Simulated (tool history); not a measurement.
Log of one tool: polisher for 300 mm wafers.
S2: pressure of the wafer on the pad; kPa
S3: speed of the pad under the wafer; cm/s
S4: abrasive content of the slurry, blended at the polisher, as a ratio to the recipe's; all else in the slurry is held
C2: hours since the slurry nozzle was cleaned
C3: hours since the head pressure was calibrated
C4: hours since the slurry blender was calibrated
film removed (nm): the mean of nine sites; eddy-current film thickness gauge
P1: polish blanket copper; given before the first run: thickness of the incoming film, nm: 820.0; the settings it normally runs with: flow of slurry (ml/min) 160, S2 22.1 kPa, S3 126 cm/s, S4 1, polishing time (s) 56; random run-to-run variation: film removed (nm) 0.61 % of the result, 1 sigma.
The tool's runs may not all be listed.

run 1 hour=4 | flow_of_slurry_(ml/min)=160 S2=22.1 S3=126 S4=1 polishing_time_(s)=56 | wafers_polished_on_this_pad=107 C2=245.6 C3=99.6 C4=216.6 | film_removed_(nm)=234.09
run 2 hour=8.6 | flow_of_slurry_(ml/min)=160 S2=22.1 S3=126 S4=1 polishing_time_(s)=56 | wafers_polished_on_this_pad=134 C2=250.2 C3=104.2 C4=221.2 | film_removed_(nm)=234.37
run 3 hour=14.6 | flow_of_slurry_(ml/min)=160 S2=22.1 S3=60 S4=1 polishing_time_(s)=56 | wafers_polished_on_this_pad=169 C2=256.2 C3=110.2 C4=227.2 | film_removed_(nm)=112.1
run 4 hour=19.8 | flow_of_slurry_(ml/min)=220 S2=22.1 S3=184 S4=1 polishing_time_(s)=56 | wafers_polished_on_this_pad=199 C2=261.4 C3=115.4 C4=232.4 | film_removed_(nm)=358.63
-- hour=23.2 head pressure recalibrated
run 5 hour=25.7 | flow_of_slurry_(ml/min)=160 S2=12.4 S3=126 S4=1 polishing_time_(s)=56 | wafers_polished_on_this_pad=233 C2=267.3 C3=2.5 C4=238.3 | film_removed_(nm)=132.65
run 6 hour=28.8 | flow_of_slurry_(ml/min)=160 S2=22.1 S3=126 S4=1 polishing_time_(s)=56 | wafers_polished_on_this_pad=251 C2=270.4 C3=5.6 C4=241.4 | film_removed_(nm)=236.92
run 7 hour=31.6 | flow_of_slurry_(ml/min)=160 S2=22.1 S3=126 S4=1 polishing_time_(s)=80 | wafers_polished_on_this_pad=267 C2=273.2 C3=8.4 C4=244.2 | film_removed_(nm)=335.08
run 8 hour=34.6 | flow_of_slurry_(ml/min)=235 S2=22.1 S3=126 S4=1 polishing_time_(s)=56 | wafers_polished_on_this_pad=285 C2=276.2 C3=11.4 C4=247.2 | film_removed_(nm)=248.18
run 9 hour=40.8 | flow_of_slurry_(ml/min)=160 S2=22.1 S3=126 S4=0.6 polishing_time_(s)=56 | wafers_polished_on_this_pad=321 C2=282.4 C3=17.6 C4=253.4 | film_removed_(nm)=213.64
run 10 hour=47.1 | flow_of_slurry_(ml/min)=160 S2=22.1 S3=126 S4=1 polishing_time_(s)=56 | wafers_polished_on_this_pad=357 C2=288.7 C3=23.9 C4=259.7 | film_removed_(nm)=235.67
run 11 hour=52.5 | flow_of_slurry_(ml/min)=160 S2=22.1 S3=126 S4=1.3 polishing_time_(s)=56 | wafers_polished_on_this_pad=389 C2=294.1 C3=29.3 C4=265.1 | film_removed_(nm)=250.08
run 12 hour=55.5 | flow_of_slurry_(ml/min)=160 S2=22.1 S3=180 S4=1 polishing_time_(s)=56 | wafers_polished_on_this_pad=406 C2=297.1 C3=32.3 C4=268.1 | film_removed_(nm)=335.86
run 13 hour=59.6 | flow_of_slurry_(ml/min)=160 S2=31 S3=126 S4=1 polishing_time_(s)=56 | wafers_polished_on_this_pad=430 C2=301.2 C3=36.4 C4=272.2 | film_removed_(nm)=333.24
run 14 hour=64.2 | flow_of_slurry_(ml/min)=160 S2=22.1 S3=126 S4=1 polishing_time_(s)=56 | wafers_polished_on_this_pad=456 C2=305.8 C3=41 C4=276.8 | film_removed_(nm)=235.96
run 15 hour=69.9 | flow_of_slurry_(ml/min)=160 S2=22.1 S3=126 S4=1 polishing_time_(s)=37 | wafers_polished_on_this_pad=490 C2=311.5 C3=46.7 C4=282.5 | film_removed_(nm)=156.32
run 16 hour=76.3 | flow_of_slurry_(ml/min)=160 S2=15.9 S3=126 S4=1 polishing_time_(s)=75 | wafers_polished_on_this_pad=527 C2=317.9 C3=53.1 C4=288.9 | film_removed_(nm)=226.42
run 17 hour=79.7 | flow_of_slurry_(ml/min)=95 S2=22.1 S3=126 S4=1 polishing_time_(s)=56 | wafers_polished_on_this_pad=546 C2=321.3 C3=56.5 C4=292.3 | film_removed_(nm)=210.12
run 18 hour=83.7 | flow_of_slurry_(ml/min)=160 S2=22.1 S3=126 S4=1 polishing_time_(s)=56 | wafers_polished_on_this_pad=570 C2=325.3 C3=60.5 C4=296.3 | film_removed_(nm)=236.23
run 19 hour=88.6 | flow_of_slurry_(ml/min)=160 S2=22.1 S3=126 S4=1 polishing_time_(s)=56 | wafers_polished_on_this_pad=598 C2=330.2 C3=65.4 C4=301.2 | film_removed_(nm)=234.63
run 20 hour=93.1 | flow_of_slurry_(ml/min)=105 S2=22.1 S3=162 S4=1 polishing_time_(s)=56 | wafers_polished_on_this_pad=624 C2=334.7 C3=69.9 C4=305.7 | film_removed_(nm)=279.26
run 21 hour=98.3 | flow_of_slurry_(ml/min)=160 S2=22.1 S3=126 S4=1 polishing_time_(s)=56 | wafers_polished_on_this_pad=654 C2=339.9 C3=75.1 C4=310.9 | film_removed_(nm)=234.44
run 22 hour=103.8 | flow_of_slurry_(ml/min)=160 S2=22.1 S3=126 S4=1 polishing_time_(s)=56 | wafers_polished_on_this_pad=686 C2=345.4 C3=80.6 C4=316.4 | film_removed_(nm)=226.95
run 23 hour=107.2 | flow_of_slurry_(ml/min)=160 S2=22.1 S3=126 S4=1 polishing_time_(s)=56 | wafers_polished_on_this_pad=706 C2=348.8 C3=84 C4=319.8 | film_removed_(nm)=223.04
-- hour=108.7 head pressure recalibrated
-- hour=112.7 worn pad replaced by a new one
run 24 hour=113 | flow_of_slurry_(ml/min)=160 S2=22.1 S3=126 S4=1 polishing_time_(s)=56 | wafers_polished_on_this_pad=2 C2=354.6 C3=4.3 C4=325.6 | film_removed_(nm)=221.35
run 25 hour=115.9 | flow_of_slurry_(ml/min)=160 S2=22.1 S3=126 S4=1 polishing_time_(s)=56 | wafers_polished_on_this_pad=19 C2=357.5 C3=7.2 C4=328.5 | film_removed_(nm)=219.57
run 26 hour=120.4 | flow_of_slurry_(ml/min)=160 S2=22.1 S3=126 S4=1 polishing_time_(s)=56 | wafers_polished_on_this_pad=45 C2=362 C3=11.7 C4=333 | film_removed_(nm)=220.72
run 27 hour=124 | flow_of_slurry_(ml/min)=160 S2=22.1 S3=126 S4=1 polishing_time_(s)=56 | wafers_polished_on_this_pad=66 C2=365.6 C3=15.3 C4=336.6 | film_removed_(nm)=218.91
run 28 hour=126.9 | flow_of_slurry_(ml/min)=160 S2=22.1 S3=126 S4=1 polishing_time_(s)=56 | wafers_polished_on_this_pad=82 C2=368.5 C3=18.2 C4=339.5 | film_removed_(nm)=219.18

The log shows P1 creeping away from where it was. Any of the 2 causes listed here, at the size stated for it, fits the log just as well as the others:
A: slurry flow missing at the pad, % = 32.5
B: abrasive missing from the slurry, % = 30.9
The gradual shift began around hour 98.3.
What rules out each remaining cause:
removal rate lost through wear of the pad, %: serviced at hour 112.7, after the change had begun; the process did not return to its earlier output
head's pressure below its setpoint, %: serviced at hour 108.7, after the change had begun; the process did not return to its earlier output

Of the 4 check runs below, each run on 2 wafers with the results averaged and each result still a question mark, which one would tell the listed causes apart?
run check 1 hour=129.8 | flow_of_slurry_(ml/min)=160 S2=29 S3=126 S4=1 polishing_time_(s)=56 | film_removed_(nm)=?
run check 2 hour=129.8 | flow_of_slurry_(ml/min)=160 S2=22.1 S3=172 S4=1 polishing_time_(s)=56 | film_removed_(nm)=?
run check 3 hour=129.8 | flow_of_slurry_(ml/min)=160 S2=22.1 S3=70 S4=1 polishing_time_(s)=56 | film_removed_(nm)=?
run check 4 hour=129.8 | flow_of_slurry_(ml/min)=100 S2=27.6 S3=126 S4=1 polishing_time_(s)=56 | film_removed_(nm)=?

If the cause were each of the candidates in turn, the checks would give the following:
check=check_1 result=film_removed_(nm) if_A=286 if_B=286.01
check=check_2 result=film_removed_(nm) if_A=297.45 if_B=297.47
check=check_3 result=film_removed_(nm) if_A=121.06 if_B=121.06
check=check_4 result=film_removed_(nm) if_A=237.74 if_B=247.42
Per-check spread between the two closest causes, in the result where they differ most: check 1 0.01 %; check 2 0.01 %; check 3 0.01 %; check 4 3.99 %
Of the check runs offered, only check 4 discriminates between the causes; the rest would read about the same regardless of which cause applies.

Check 4 was carried out, with these results: film removed (nm) 236.63. Which of the listed causes is responsible?

A is the cause: slurry flow missing at the pad, %.

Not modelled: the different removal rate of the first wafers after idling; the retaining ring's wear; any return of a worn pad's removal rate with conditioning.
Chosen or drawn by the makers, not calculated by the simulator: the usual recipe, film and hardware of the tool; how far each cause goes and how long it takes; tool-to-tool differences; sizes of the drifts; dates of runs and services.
